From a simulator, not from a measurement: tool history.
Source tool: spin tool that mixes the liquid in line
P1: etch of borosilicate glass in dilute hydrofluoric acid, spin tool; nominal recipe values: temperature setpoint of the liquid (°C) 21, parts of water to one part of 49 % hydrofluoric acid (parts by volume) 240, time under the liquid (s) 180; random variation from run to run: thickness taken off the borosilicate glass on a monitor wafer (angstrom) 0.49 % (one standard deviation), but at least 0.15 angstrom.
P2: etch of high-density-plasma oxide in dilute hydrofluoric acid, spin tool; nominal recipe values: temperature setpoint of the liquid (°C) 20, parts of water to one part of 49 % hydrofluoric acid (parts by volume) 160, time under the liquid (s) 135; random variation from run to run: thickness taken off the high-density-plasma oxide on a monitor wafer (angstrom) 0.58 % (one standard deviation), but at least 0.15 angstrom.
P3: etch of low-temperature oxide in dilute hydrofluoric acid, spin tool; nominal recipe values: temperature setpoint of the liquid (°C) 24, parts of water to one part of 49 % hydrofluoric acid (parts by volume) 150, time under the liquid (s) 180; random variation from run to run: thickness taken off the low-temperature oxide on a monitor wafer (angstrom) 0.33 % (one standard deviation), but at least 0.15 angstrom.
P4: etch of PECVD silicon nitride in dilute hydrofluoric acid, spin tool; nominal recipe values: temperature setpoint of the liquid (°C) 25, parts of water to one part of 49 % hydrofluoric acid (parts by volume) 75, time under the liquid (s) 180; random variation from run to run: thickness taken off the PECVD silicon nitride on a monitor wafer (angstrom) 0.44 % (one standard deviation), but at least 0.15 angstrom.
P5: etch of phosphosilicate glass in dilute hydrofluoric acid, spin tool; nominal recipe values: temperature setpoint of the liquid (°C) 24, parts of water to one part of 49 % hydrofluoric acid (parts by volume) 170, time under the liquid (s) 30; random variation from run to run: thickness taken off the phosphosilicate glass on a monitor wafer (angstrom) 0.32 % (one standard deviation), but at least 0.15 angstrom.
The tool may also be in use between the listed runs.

run	hour	process that ran	temperature setpoint of the liquid (°C)	parts of water to one part of 49 % hydrofluoric acid (parts by volume)	time under the liquid (s)	hours since the thermometer was replaced	hours since the hydrofluoric acid flow meter was replaced	thickness taken off the borosilicate glass on a monitor wafer (angstrom)	thickness taken off the low-temperature oxide on a monitor wafer (angstrom)	thickness taken off the PECVD silicon nitride on a monitor wafer (angstrom)	thickness taken off the high-density-plasma oxide on a monitor wafer (angstrom)	thickness taken off the phosphosilicate glass on a monitor wafer (angstrom)
1	11.7	P1	21	240	180	660.7	811.1	239.36				
2	26.3	P1	21	240	180	675.3	825.7	238.09				
3	35.9	P3	24	225	180	684.9	835.3		150.29			
4	42.9	P4	25	75	310	691.9	842.3			86.062		
5	52.2	P1	21	240	180	701.2	851.6	240.92				
6	65.5	P1	21	240	180	714.5	864.9	239.33				
7	72.5	P3	24	150	310	721.5	871.9		420.27			
8	81.7	P4	25	75	180	730.7	881.1			49.96		
9	91	P2	20	160	135	740	890.4				43.183	
10	100.1	P4	30	75	180	749.1	899.5			68.734		
11	112.7	P1	21	100	180	761.7	912.1	663.7				
12	121.6	P2	20	160	135	770.6	921				42.121	
13	131.5	P3	29.5	150	180	780.5	930.9		300.95			
14	143.8	P2	20	160	205	792.8	943.2				64.522	
15	152.9	P4	25	30	180	801.9	952.3			123.21		
16	162.7	P1	21	240	180	811.7	962.1	240.01				
17	174.8	P5	24	170	55	823.8	974.2					311.33
18	188.6	P4	25	75	180	837.6	988			50.075		
19	201.2	P1	21	380	180	850.2	1000.6	133.08				
20	213.6	P3	24	150	180	862.6	1013		244.77			
21	223.4	P1	28	240	180	872.4	1022.8	308.58				
22	233.8	P1	21	240	100	882.8	1033.2	134.84				
23	242.1	P2	20	255	135	891.1	1041.5				24.526	
24	254	P1	21	240	315	903	1053.4	417.84				
25	269.1	P5	24	170	30	918.1	1068.5					170.7
26	282.7	P5	24	170	30	931.7	1082.1					170.38
27	291.7	P5	24	35	30	940.7	1091.1					977.72
28	306.3	P1	21	240	180	955.3	1105.7	238.89				
29	314	P1	17	240	180	963	1113.4	204.01				
30	324.5	P2	27	160	135	973.5	1123.9				55.183	
31	339.2	P3	24	150	180	988.2	1138.6		244.41			
32	352.8	P1	25.5	380	180	1001.8	1152.2	153.16				
33	367	P5	20	170	30	1016	1166.4					144.97
34	378.5	P1	21	240	180	1027.5	1177.9	238.1				
35	392.8	P1	21	240	180	1041.8	1192.2	231.09				
36	405.7	P1	21	240	180	1054.7	1205.1	227.45				
37	416.8	P1	21	240	180	1065.8	1216.2	225.68				
38	429.7	P1	21	240	180	1078.7	1229.1	223.51				
39	443.3	P1	21	240	180	1092.3	1242.7	222.85				
40	458.4	P1	21	240	180	1107.4	1257.8	221.9				
41	466.8	P1	21	240	180	1115.8	1266.2	221.06				
42	474.1	P1	21	240	180	1123.1	1273.5	222.69				
43	486	P1	21	240	180	1135	1285.4	221.34				
44	497.4	P1	21	240	180	1146.4	1296.8	221.07				
45	512.5	P1	21	240	180	1161.5	1311.9	219.09				

What P1 gives has crept away from where it was. These 2 causes fit the log equally well, each at the size given:
A: liquid colder than its thermometer reads (K) = 2.18
B: hydrofluoric acid flow below the setpoint (%) = 6.42
Creep in the process output first set in at about hour 378.5.

Question marks stand in for the results of the 4 check runs listed below, each run on one wafer. Under which run would the listed causes show clearly different results?
check 1	527.6	P5	24	170	30							?
check 2	527.6	P3	24	150	180				?			
check 3	527.6	P2	20	160	135						?	
check 4	527.6	P4	25	75	180					?		

Check results expected under each cause:
check	result	if A	if B
check 1	thickness taken off the phosphosilicate glass on a monitor wafer (angstrom)	156.48	157.09
check 2	thickness taken off the low-temperature oxide on a monitor wafer (angstrom)	225.6	227.01
check 3	thickness taken off the high-density-plasma oxide on a monitor wafer (angstrom)	38.843	39.218
check 4	thickness taken off the PECVD silicon nitride on a monitor wafer (angstrom)	43.221	46.813
Separation of the two closest causes in each check, using whichever result separates them best: check 1 0.39 %; check 2 0.62 %; check 3 0.96 %; check 4 7.98 %
Check 4 tells the causes apart: in the others they would give nearly the same result.

Check 4 was carried out, with these results: thickness taken off the PECVD silicon nitride on a monitor wafer (angstrom) 43.406. Which of the listed causes is responsible?

It was cause A: liquid colder than its thermometer reads (K).

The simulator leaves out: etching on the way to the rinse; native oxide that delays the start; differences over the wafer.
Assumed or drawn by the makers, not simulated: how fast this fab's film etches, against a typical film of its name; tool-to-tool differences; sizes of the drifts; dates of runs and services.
